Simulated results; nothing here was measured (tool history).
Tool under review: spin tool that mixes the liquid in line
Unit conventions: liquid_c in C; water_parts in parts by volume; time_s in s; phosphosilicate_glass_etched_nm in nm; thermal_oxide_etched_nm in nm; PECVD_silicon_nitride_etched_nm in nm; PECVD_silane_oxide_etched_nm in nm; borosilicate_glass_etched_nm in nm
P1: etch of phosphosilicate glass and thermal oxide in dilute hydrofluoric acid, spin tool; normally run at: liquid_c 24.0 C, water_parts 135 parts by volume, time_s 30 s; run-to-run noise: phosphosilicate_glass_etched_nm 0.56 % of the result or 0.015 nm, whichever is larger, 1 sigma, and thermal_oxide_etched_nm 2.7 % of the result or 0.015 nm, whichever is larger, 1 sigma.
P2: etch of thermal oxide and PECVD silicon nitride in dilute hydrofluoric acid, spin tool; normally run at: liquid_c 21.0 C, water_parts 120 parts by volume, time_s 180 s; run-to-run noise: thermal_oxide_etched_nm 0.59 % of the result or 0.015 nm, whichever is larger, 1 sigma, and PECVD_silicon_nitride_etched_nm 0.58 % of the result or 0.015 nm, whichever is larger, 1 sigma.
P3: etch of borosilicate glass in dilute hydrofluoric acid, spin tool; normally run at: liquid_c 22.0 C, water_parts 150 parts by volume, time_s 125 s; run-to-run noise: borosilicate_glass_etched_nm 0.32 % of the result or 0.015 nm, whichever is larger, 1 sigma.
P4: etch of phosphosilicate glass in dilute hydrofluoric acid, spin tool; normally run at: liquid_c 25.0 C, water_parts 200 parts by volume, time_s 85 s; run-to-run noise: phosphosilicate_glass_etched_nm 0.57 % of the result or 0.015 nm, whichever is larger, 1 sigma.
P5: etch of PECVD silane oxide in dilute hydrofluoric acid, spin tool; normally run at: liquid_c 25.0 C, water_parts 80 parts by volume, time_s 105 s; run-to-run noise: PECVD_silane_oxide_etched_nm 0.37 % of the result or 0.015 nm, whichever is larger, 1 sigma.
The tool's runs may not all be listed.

run,hour,process,liquid_c,water_parts,time_s,hours since the thermometer was replaced,hours since the hydrofluoric acid flow meter was replaced,phosphosilicate_glass_etched_nm,thermal_oxide_etched_nm,PECVD_silicon_nitride_etched_nm,PECVD_silane_oxide_etched_nm,borosilicate_glass_etched_nm
1,7.1,P1,24.0,135,30,1343.1,334.8,43.4830,1.02530,,,
2,13.9,P2,21.0,120,180,1349.9,341.6,,6.13850,3.5743,,
3,25.0,P1,29.5,135,15,1361.0,352.7,26.9880,0.61583,,,
4,36.2,P1,24.0,135,30,1372.2,363.9,43.9460,1.01700,,,
5,45.5,P1,24.0,135,15,1381.5,373.2,21.9300,0.48790,,,
6,55.3,P1,24.0,245,30,1391.3,383.0,21.7500,0.50350,,,
7,61.2,P5,25.0,80,20,1397.2,388.9,,,,9.7174,
8,67.7,P5,29.0,80,105,1403.7,395.4,,,,59.5620,
9,80.8,P1,30.5,135,30,1416.8,408.5,55.9260,1.27830,,,
10,86.8,P1,24.0,135,60,1422.8,414.5,86.5540,1.93960,,,
11,95.2,P1,17.0,135,30,1431.2,422.9,33.1760,0.74310,,,
12,104.1,P5,25.0,80,105,1440.1,431.8,,,,50.9950,
13,116.6,P3,22.0,210,125,1452.6,444.3,,,,,14.533
14,124.9,P4,29.0,200,85,1460.9,452.6,37.1000,,,,
15,136.0,P4,25.0,200,25,1472.0,463.7,9.3458,,,,
16,144.1,P3,17.5,150,125,1480.1,471.8,,,,,18.123
17,157.5,P3,22.0,150,125,1493.5,485.2,,,,,21.513
18,170.1,P3,22.0,150,250,1506.1,497.8,,,,,43.215
# hour 175.3: hydrofluoric acid flow meter replaced
19,180.4,P1,24.0,135,30,1516.4,5.2,44.3850,0.99813,,,
20,190.3,P4,25.0,200,85,1526.3,15.1,31.8780,,,,
21,196.4,P1,24.0,135,30,1532.4,21.2,43.6920,0.99606,,,
22,203.6,P5,25.0,45,105,1539.6,28.4,,,,94.8970,
23,214.9,P2,17.0,120,180,1550.9,39.7,,5.19220,2.7434,,
24,227.6,P1,24.0,20,30,1563.6,52.4,339.9000,7.73220,,,
25,239.6,P2,21.0,120,65,1575.6,64.4,,2.19780,1.2956,,
26,251.5,P4,25.0,320,85,1587.5,76.3,17.5690,,,,
27,262.0,P2,21.0,195,180,1598.0,86.8,,3.54110,2.2008,,
28,272.6,P1,24.0,135,30,1608.6,97.4,43.9540,0.99122,,,
29,283.4,P1,24.0,135,30,1619.4,108.2,44.0750,1.01680,,,
30,290.4,P1,24.0,135,30,1626.4,115.2,44.8380,0.95569,,,
31,297.2,P1,24.0,135,30,1633.2,122.0,46.0430,1.05500,,,
32,309.3,P1,24.0,135,30,1645.3,134.1,47.0250,1.05220,,,
33,315.3,P1,24.0,135,30,1651.3,140.1,46.6830,1.05820,,,
34,328.1,P1,24.0,135,30,1664.1,152.9,47.4650,1.05020,,,
35,339.6,P1,24.0,135,30,1675.6,164.4,47.5620,1.13990,,,
36,345.9,P1,24.0,135,30,1681.9,170.7,47.8450,1.04070,,,
37,355.6,P1,24.0,135,30,1691.6,180.4,48.2360,1.02370,,,

Something has made what P1 gives creep away from where it was; the 2 causes below, each at its own stated size, fit the log equally well:
A: liquid hotter than its thermometer reads (K) = 2.14
B: hydrofluoric acid flow above the setpoint (%) = 7.34
The drift started at roughly hour 283.4.

The check runs listed below each take one wafer, and their results are still question marks. Under which run would the listed causes lead to clearly different results?
check 1,365.3,P2,21.0,120,180,,,,?,?,,
check 2,365.3,P4,25.0,200,85,,,?,,,,
check 3,365.3,P5,25.0,80,105,,,,,,?,
check 4,365.3,P3,22.0,150,125,,,,,,,?

What each check would give under each cause:
check,result,if A,if B
check 1,thermal_oxide_etched_nm,6.71300,6.67910
check 1,PECVD_silicon_nitride_etched_nm,4.1203,3.8312
check 2,phosphosilicate_glass_etched_nm,34.5810,34.8840
check 3,PECVD_silane_oxide_etched_nm,55.5130,55.1500
check 4,borosilicate_glass_etched_nm,23.437,23.426
Distance between the nearest two causes, measured in the result of the check that separates them most: check 1 7.27 %; check 2 0.87 %; check 3 0.66 %; check 4 0.05 %
Check 1 tells the causes apart: in the others they would give nearly the same result.

Here is what check 1 returned: thermal_oxide_etched_nm 6.66990 nm; PECVD_silicon_nitride_etched_nm 3.8065 nm. Which cause is it?

It is B: hydrofluoric acid flow above the setpoint (%).
